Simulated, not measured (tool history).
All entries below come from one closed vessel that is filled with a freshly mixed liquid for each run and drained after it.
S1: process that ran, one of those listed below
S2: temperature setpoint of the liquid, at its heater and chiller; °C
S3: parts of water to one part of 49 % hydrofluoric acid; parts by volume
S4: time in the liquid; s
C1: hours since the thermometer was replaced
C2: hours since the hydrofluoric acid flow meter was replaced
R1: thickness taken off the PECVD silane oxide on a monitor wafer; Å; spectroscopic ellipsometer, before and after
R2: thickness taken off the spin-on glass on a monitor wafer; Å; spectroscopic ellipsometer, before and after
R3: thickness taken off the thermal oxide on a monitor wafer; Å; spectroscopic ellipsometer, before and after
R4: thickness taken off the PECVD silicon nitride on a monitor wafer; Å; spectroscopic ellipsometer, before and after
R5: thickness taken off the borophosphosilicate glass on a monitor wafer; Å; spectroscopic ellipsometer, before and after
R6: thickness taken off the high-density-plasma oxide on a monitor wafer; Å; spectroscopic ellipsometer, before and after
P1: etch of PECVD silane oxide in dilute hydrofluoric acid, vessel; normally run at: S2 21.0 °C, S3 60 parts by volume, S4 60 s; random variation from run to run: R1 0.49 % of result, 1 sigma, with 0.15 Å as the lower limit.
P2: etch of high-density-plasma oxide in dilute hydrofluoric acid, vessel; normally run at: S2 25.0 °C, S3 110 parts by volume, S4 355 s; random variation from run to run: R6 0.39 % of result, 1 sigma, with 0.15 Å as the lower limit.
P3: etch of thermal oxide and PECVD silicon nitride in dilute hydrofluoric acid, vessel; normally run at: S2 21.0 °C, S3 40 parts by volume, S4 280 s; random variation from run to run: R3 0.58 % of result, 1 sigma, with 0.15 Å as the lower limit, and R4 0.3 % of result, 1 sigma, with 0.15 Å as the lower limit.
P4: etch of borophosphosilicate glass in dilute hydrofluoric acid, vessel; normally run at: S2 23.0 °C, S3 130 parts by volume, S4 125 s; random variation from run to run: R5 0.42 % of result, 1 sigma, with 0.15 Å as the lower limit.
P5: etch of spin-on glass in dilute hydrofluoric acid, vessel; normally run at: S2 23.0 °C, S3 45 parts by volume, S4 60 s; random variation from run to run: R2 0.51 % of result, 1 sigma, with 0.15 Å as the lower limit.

| run | day | S1 | S2 | S3 | S4 | C1 | C2 | R1 | R2 | R3 | R4 | R5 | R6 |
|---|---|---|---|---|---|---|---|---|---|---|---|---|---|
| 1 | 0.567 | P1 | 21.0 | 60 | 60 | 651.3 | 316.1 | 249.02 |  |  |  |  |  |
| 2 | 1.017 | P1 | 21.0 | 60 | 30 | 662.1 | 326.9 | 125.38 |  |  |  |  |  |
| 3 | 1.388 | P1 | 21.0 | 105 | 60 | 671.0 | 335.8 | 134.71 |  |  |  |  |  |
| 4 | 1.958 | P5 | 23.0 | 45 | 60 | 684.7 | 349.5 |  | 406.56 |  |  |  |  |
| 5 | 2.579 | P1 | 17.0 | 95 | 60 | 699.6 | 364.4 | 128.54 |  |  |  |  |  |
| 6 | 3.225 | P1 | 21.0 | 60 | 60 | 715.1 | 379.9 | 249.41 |  |  |  |  |  |
| 7 | 3.562 | P5 | 23.0 | 45 | 90 | 723.2 | 388.0 |  | 608.11 |  |  |  |  |
| 8 | 3.975 | P3 | 21.0 | 40 | 60 | 733.1 | 397.9 |  |  | 69.028 | 35.076 |  |  |
| 9 | 4.467 | P5 | 23.0 | 20 | 60 | 744.9 | 409.7 |  | 935.15 |  |  |  |  |
| 10 | 5.046 | P3 | 21.0 | 40 | 280 | 758.8 | 423.6 |  |  | 322.160 | 165.850 |  |  |
| 11 | 5.662 | P4 | 23.0 | 45 | 125 | 773.6 | 438.4 |  |  |  |  | 1944.60 |  |
| 12 | 6.062 | P1 | 21.0 | 35 | 60 | 783.2 | 448.0 | 439.85 |  |  |  |  |  |
| 13 | 6.417 | P1 | 21.0 | 60 | 60 | 791.7 | 456.5 | 251.39 |  |  |  |  |  |
| 14 | 6.908 | P2 | 25.0 | 110 | 30 | 803.5 | 468.3 |  |  |  |  |  | 16.67 |
| 15 | 7.475 | P1 | 17.0 | 60 | 105 | 817.1 | 481.9 | 366.96 |  |  |  |  |  |
| 16 | 7.900 | P5 | 18.0 | 45 | 60 | 827.3 | 492.1 |  | 326.87 |  |  |  |  |
| 17 | 8.375 | P4 | 23.0 | 130 | 200 | 838.7 | 503.5 |  |  |  |  | 975.80 |  |
| 18 | 8.738 | P1 | 17.0 | 60 | 60 | 847.4 | 512.2 | 209.81 |  |  |  |  |  |
| 19 | 9.067 | P1 | 21.0 | 60 | 105 | 855.3 | 520.1 | 435.96 |  |  |  |  |  |
| 20 | 9.512 | P2 | 25.0 | 110 | 355 | 866.0 | 530.8 |  |  |  |  |  | 196.21 |
| 21 | 10.021 | P3 | 21.0 | 40 | 280 | 878.2 | 543.0 |  |  | 321.280 | 164.450 |  |  |
| 22 | 10.654 | P1 | 21.0 | 60 | 60 | 893.4 | 558.2 | 249.95 |  |  |  |  |  |
|  | 10.996 | hydrofluoric acid flow meter replaced |
| 23 | 11.188 | P4 | 23.0 | 130 | 125 | 906.2 | 4.6 |  |  |  |  | 613.01 |  |
| 24 | 11.738 | P3 | 17.0 | 40 | 280 | 919.4 | 17.8 |  |  | 269.040 | 124.640 |  |  |
| 25 | 12.175 | P1 | 27.0 | 60 | 60 | 929.9 | 28.3 | 319.11 |  |  |  |  |  |
| 26 | 12.600 | P2 | 33.5 | 110 | 355 | 940.1 | 38.5 |  |  |  |  |  | 272.55 |
| 27 | 13.062 | P5 | 23.0 | 45 | 60 | 951.2 | 49.6 |  | 406.15 |  |  |  |  |
| 28 | 13.667 | P2 | 25.0 | 175 | 355 | 965.7 | 64.1 |  |  |  |  |  | 115.28 |
| 29 | 14.262 | P2 | 25.0 | 110 | 355 | 980.0 | 78.4 |  |  |  |  |  | 197.34 |
| 30 | 14.854 | P4 | 17.0 | 130 | 125 | 994.2 | 92.6 |  |  |  |  | 476.35 |  |
| 31 | 15.433 | P1 | 21.0 | 60 | 60 | 1008.1 | 106.5 | 248.91 |  |  |  |  |  |
| 32 | 15.925 | P3 | 21.0 | 70 | 280 | 1019.9 | 118.3 |  |  | 177.860 | 95.605 |  |  |
| 33 | 16.329 | P4 | 23.0 | 130 | 125 | 1029.6 | 128.0 |  |  |  |  | 609.98 |  |
| 34 | 16.692 | P1 | 21.0 | 60 | 60 | 1038.3 | 136.7 | 251.14 |  |  |  |  |  |
| 35 | 17.204 | P1 | 21.0 | 60 | 60 | 1050.6 | 149.0 | 236.91 |  |  |  |  |  |
| 36 | 17.850 | P1 | 21.0 | 60 | 60 | 1066.1 | 164.5 | 230.40 |  |  |  |  |  |
| 37 | 18.258 | P1 | 21.0 | 60 | 60 | 1075.9 | 174.3 | 228.52 |  |  |  |  |  |
| 38 | 18.646 | P1 | 21.0 | 60 | 60 | 1085.2 | 183.6 | 230.23 |  |  |  |  |  |
| 39 | 18.946 | P1 | 21.0 | 60 | 60 | 1092.4 | 190.8 | 230.30 |  |  |  |  |  |
| 40 | 19.238 | P1 | 21.0 | 60 | 60 | 1099.4 | 197.8 | 227.88 |  |  |  |  |  |
| 41 | 19.788 | P1 | 21.0 | 60 | 60 | 1112.6 | 211.0 | 227.53 |  |  |  |  |  |

What P1 gives has crept away from where it was. These 2 causes fit the log equally well, each at the size given:
A: liquid colder than its thermometer reads (K) = 2.18
B: hydrofluoric acid flow below the setpoint (%) = 8.19
The gradual shift began around day 16.692.

Listed below are the offered check runs, one wafer per run, with question marks in place of results. For which of them would the causes give clearly different outcomes?
| check 1 | 20.338 | P3 | 21.0 | 40 | 75 |  |  |  |  | ? | ? |  |  |
| check 2 | 20.338 | P2 | 32.0 | 110 | 30 |  |  |  |  |  |  |  | ? |
| check 3 | 20.338 | P4 | 17.0 | 130 | 125 |  |  |  |  |  |  | ? |  |
| check 4 | 20.338 | P5 | 23.0 | 20 | 60 |  |  |  | ? |  |  |  |  |

Check results expected under each cause:
| check | result | if A | if B |
|---|---|---|---|
| check 1 | R3 | 78.837 | 79.106 |
| check 1 | R4 | 37.891 | 40.607 |
| check 2 | R6 | 20.099 | 19.716 |
| check 3 | R5 | 437.84 | 435.39 |
| check 4 | R2 | 858.72 | 863.74 |
Minimum pairwise separation of causes per check, each pair taken at its best-separating result: check 1 6.92 %; check 2 1.93 %; check 3 0.56 %; check 4 0.58 %
Only check 1 tells the causes apart: in the others they would give nearly the same result.

Check 1 was carried out, with these results: R3 79.160 Å; R4 37.762 Å. Which of the listed causes is responsible?

The cause is A: liquid colder than its thermometer reads (K).
